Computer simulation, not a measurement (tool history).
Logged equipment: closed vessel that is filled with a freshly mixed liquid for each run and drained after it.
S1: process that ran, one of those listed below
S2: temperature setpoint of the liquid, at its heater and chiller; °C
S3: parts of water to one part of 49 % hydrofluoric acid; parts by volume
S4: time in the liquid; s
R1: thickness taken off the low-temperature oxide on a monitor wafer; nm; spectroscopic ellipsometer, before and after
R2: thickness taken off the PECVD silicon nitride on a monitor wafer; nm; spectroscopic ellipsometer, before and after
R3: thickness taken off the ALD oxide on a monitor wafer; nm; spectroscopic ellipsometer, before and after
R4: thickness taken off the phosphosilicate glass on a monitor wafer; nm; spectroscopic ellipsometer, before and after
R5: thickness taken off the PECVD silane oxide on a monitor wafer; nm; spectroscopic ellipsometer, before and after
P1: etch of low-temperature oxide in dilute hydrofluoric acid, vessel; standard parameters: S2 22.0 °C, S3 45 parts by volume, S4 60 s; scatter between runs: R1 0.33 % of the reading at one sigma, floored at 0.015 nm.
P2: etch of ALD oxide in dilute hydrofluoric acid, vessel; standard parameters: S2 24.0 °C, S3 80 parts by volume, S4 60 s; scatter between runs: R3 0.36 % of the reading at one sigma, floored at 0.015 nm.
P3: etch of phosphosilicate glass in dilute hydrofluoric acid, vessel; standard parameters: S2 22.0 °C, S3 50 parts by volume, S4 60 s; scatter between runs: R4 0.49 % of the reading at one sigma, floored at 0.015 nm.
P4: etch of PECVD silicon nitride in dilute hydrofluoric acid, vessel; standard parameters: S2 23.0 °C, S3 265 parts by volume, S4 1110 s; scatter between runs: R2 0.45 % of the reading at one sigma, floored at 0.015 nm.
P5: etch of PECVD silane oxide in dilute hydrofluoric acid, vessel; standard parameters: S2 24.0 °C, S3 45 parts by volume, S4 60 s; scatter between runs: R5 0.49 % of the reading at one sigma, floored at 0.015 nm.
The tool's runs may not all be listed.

Run 1, hour 5.6: S1 P1, S2 22.0 °C, S3 45 parts by volume, S4 60 s. Result: R1 31.323 nm.
Run 2, hour 14.1: S1 P1, S2 22.0 °C, S3 45 parts by volume, S4 90 s. Result: R1 46.656 nm.
Run 3, hour 19.8: S1 P1, S2 22.0 °C, S3 45 parts by volume, S4 60 s. Result: R1 31.135 nm.
Run 4, hour 27.9: S1 P4, S2 23.0 °C, S3 95 parts by volume, S4 1110 s. Result: R2 59.6750 nm.
Run 5, hour 33.3: S1 P1, S2 17.0 °C, S3 45 parts by volume, S4 105 s. Result: R1 44.213 nm.
Run 6, hour 38.0: S1 P1, S2 22.0 °C, S3 70 parts by volume, S4 60 s. Result: R1 19.487 nm.
Run 7, hour 43.3: S1 P2, S2 24.0 °C, S3 30 parts by volume, S4 60 s. Result: R3 71.730 nm.
Run 8, hour 50.6: S1 P4, S2 23.0 °C, S3 265 parts by volume, S4 135 s. Result: R2 2.6218 nm.
Run 9, hour 56.6: S1 P1, S2 22.0 °C, S3 45 parts by volume, S4 60 s. Result: R1 31.305 nm.
Run 10, hour 65.4: S1 P3, S2 22.0 °C, S3 50 parts by volume, S4 60 s. Result: R4 71.552 nm.
Run 11, hour 73.5: S1 P5, S2 24.0 °C, S3 45 parts by volume, S4 60 s. Result: R5 36.925 nm.
Run 12, hour 80.2: S1 P5, S2 24.0 °C, S3 20 parts by volume, S4 60 s. Result: R5 85.678 nm.
Run 13, hour 84.7: S1 P5, S2 24.0 °C, S3 45 parts by volume, S4 110 s. Result: R5 67.352 nm.
Run 14, hour 89.5: S1 P1, S2 22.0 °C, S3 45 parts by volume, S4 60 s. Result: R1 31.187 nm.
Run 15, hour 97.3: S1 P1, S2 22.0 °C, S3 45 parts by volume, S4 60 s. Result: R1 31.230 nm.
Run 16, hour 102.5: S1 P1, S2 22.0 °C, S3 45 parts by volume, S4 30 s. Result: R1 15.563 nm.
Run 17, hour 107.0: S1 P3, S2 29.5 °C, S3 50 parts by volume, S4 60 s. Result: R4 97.897 nm.
Run 18, hour 115.2: S1 P1, S2 17.0 °C, S3 45 parts by volume, S4 60 s. Result: R1 25.239 nm.
Run 19, hour 120.0: S1 P3, S2 22.0 °C, S3 50 parts by volume, S4 110 s. Result: R4 131.120 nm.
Run 20, hour 127.5: S1 P5, S2 17.0 °C, S3 45 parts by volume, S4 60 s. Result: R5 27.252 nm.
Run 21, hour 135.4: S1 P1, S2 22.0 °C, S3 45 parts by volume, S4 60 s. Result: R1 31.065 nm.
Run 22, hour 142.1: S1 P1, S2 17.0 °C, S3 20 parts by volume, S4 60 s. Result: R1 57.858 nm.

What does the tool deliver on the next run?
Run 23, hour 151.4: S1 P2, S2 24.0 °C, S3 80 parts by volume, S4 60 s. Result: R3 ?.

{"run 23": {"R3": 25.322}}

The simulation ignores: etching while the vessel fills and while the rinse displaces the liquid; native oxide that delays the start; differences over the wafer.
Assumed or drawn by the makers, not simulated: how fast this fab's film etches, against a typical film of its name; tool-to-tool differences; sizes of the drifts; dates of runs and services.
